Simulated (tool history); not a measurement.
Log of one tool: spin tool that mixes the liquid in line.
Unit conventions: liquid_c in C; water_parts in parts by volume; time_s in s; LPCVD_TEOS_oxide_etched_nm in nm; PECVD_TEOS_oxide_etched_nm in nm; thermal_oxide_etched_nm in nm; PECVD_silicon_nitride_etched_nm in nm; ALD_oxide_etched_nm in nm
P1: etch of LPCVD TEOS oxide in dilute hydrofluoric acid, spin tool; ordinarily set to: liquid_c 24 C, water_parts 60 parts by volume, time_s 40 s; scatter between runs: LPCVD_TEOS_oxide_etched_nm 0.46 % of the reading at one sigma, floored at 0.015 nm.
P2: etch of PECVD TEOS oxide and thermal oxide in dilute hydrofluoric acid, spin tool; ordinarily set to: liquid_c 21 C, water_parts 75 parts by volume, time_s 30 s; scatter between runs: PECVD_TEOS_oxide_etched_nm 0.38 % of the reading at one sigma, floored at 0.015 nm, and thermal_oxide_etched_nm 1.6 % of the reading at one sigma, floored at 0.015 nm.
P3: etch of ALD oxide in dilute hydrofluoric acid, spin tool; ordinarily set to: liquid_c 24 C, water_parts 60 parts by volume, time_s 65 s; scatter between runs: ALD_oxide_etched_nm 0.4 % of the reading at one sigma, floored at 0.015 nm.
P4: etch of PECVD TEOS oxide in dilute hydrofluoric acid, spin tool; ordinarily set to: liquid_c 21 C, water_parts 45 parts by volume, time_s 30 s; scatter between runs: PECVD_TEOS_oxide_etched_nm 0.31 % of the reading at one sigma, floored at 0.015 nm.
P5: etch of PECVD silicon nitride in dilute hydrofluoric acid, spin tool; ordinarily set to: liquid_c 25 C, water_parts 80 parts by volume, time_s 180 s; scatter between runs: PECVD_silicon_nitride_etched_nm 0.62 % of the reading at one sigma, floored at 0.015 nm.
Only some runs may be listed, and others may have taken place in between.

run,hour,process,liquid_c,water_parts,time_s,LPCVD_TEOS_oxide_etched_nm,PECVD_TEOS_oxide_etched_nm,thermal_oxide_etched_nm,PECVD_silicon_nitride_etched_nm,ALD_oxide_etched_nm
1,6.9,P1,24,60,40,22.077,,,,
2,15.8,P1,24,95,40,13.242,,,,
3,24.1,P2,29.5,75,30,,12.223,2.3577,,
4,30.2,P2,21,30,30,,22.823,4.5235,,
5,37.4,P1,31,60,15,10.833,,,,
6,43.5,P5,25,50,180,,,,6.7306,
7,50.7,P1,24,60,40,22.024,,,,
8,57.7,P4,21,45,30,,17.997,,,
9,62.8,P3,30,60,65,,,,,18.762
10,69.2,P4,21,20,30,,41.326,,,
11,78.6,P2,21,75,15,,4.3403,0.82989,,
12,87.2,P1,18.5,30,40,36.273,,,,
13,95.5,P4,27,45,30,,22.958,,,
14,103.6,P4,21,45,15,,8.9501,,,
# hour 106.9: hydrofluoric acid flow meter replaced
15,109.5,P5,25,80,30,,,,0.71009,
16,120,P1,18.5,60,40,17.599,,,,
17,128.1,P2,21,75,30,,8.6529,1.6524,,
18,135.1,P5,25,80,180,,,,4.1613,
19,143.2,P5,18.5,80,180,,,,2.7288,
20,151.4,P1,24,60,40,22.118,,,,
21,161.8,P1,24,60,40,22.024,,,,
22,170.8,P4,21,45,30,,17.883,,,
23,179.2,P3,24,60,65,,,,,14.827
24,187.6,P3,24,85,65,,,,,10.232
25,196,P3,24,60,30,,,,,6.9198
26,201.1,P3,24,60,65,,,,,14.886
27,206.3,P1,27.5,60,40,25.463,,,,
28,216.2,P1,24,60,80,44.621,,,,
29,221.8,P1,24,60,20,11.063,,,,
30,230.6,P1,24,40,40,34.01,,,,
31,239.6,P1,24,60,40,21.985,,,,
32,246.3,P1,24,60,40,21.971,,,,
33,255.6,P1,24,60,40,22.575,,,,
34,263.3,P1,24,60,40,23.001,,,,
35,270.4,P1,24,60,40,23.079,,,,
36,279.3,P1,24,60,40,23.35,,,,
37,287.9,P1,24,60,40,23.497,,,,
38,295.6,P1,24,60,40,23.331,,,,
39,305.3,P1,24,60,40,23.502,,,,
40,314.7,P1,24,60,40,23.475,,,,
41,323.7,P1,24,60,40,23.616,,,,

The log shows P1 creeping away from where it was. Any of the 2 causes listed here, at the size stated for it, fits the log just as well as the others:
A: liquid hotter than its thermometer reads (K) = 1.64
B: hydrofluoric acid flow above the setpoint (%) = 6.36
The gradual shift began around hour 246.3.

You are offered 4 check runs, listed below with question marks in place of their results; each one averages 2 wafers. Which run separates the listed causes by giving clearly different results for each?
check 1,332.7,P4,21,45,30,,?,,,
check 2,332.7,P2,21,75,30,,?,?,,
check 3,332.7,P3,24,60,65,,,,,?
check 4,332.7,P5,25,80,180,,,,?,

Outcome of each check run for each possible cause:
check,result,if A,if B
check 1,PECVD_TEOS_oxide_etched_nm,19.177,19.101
check 2,PECVD_TEOS_oxide_etched_nm,9.2935,9.2889
check 2,thermal_oxide_etched_nm,1.8096,1.8087
check 3,ALD_oxide_etched_nm,15.94,15.938
check 4,PECVD_silicon_nitride_etched_nm,4.6881,4.4743
Minimum pairwise separation of causes per check, each pair taken at its best-separating result: check 1 0.4 %; check 2 0.05 %; check 3 0.01 %; check 4 4.67 %
Only check 4 tells the causes apart: in the others they would give nearly the same result.

Here is what check 4 returned: PECVD_silicon_nitride_etched_nm 4.6516 nm. Which cause is it?

The correct cause is A, namely: liquid hotter than its thermometer reads (K).
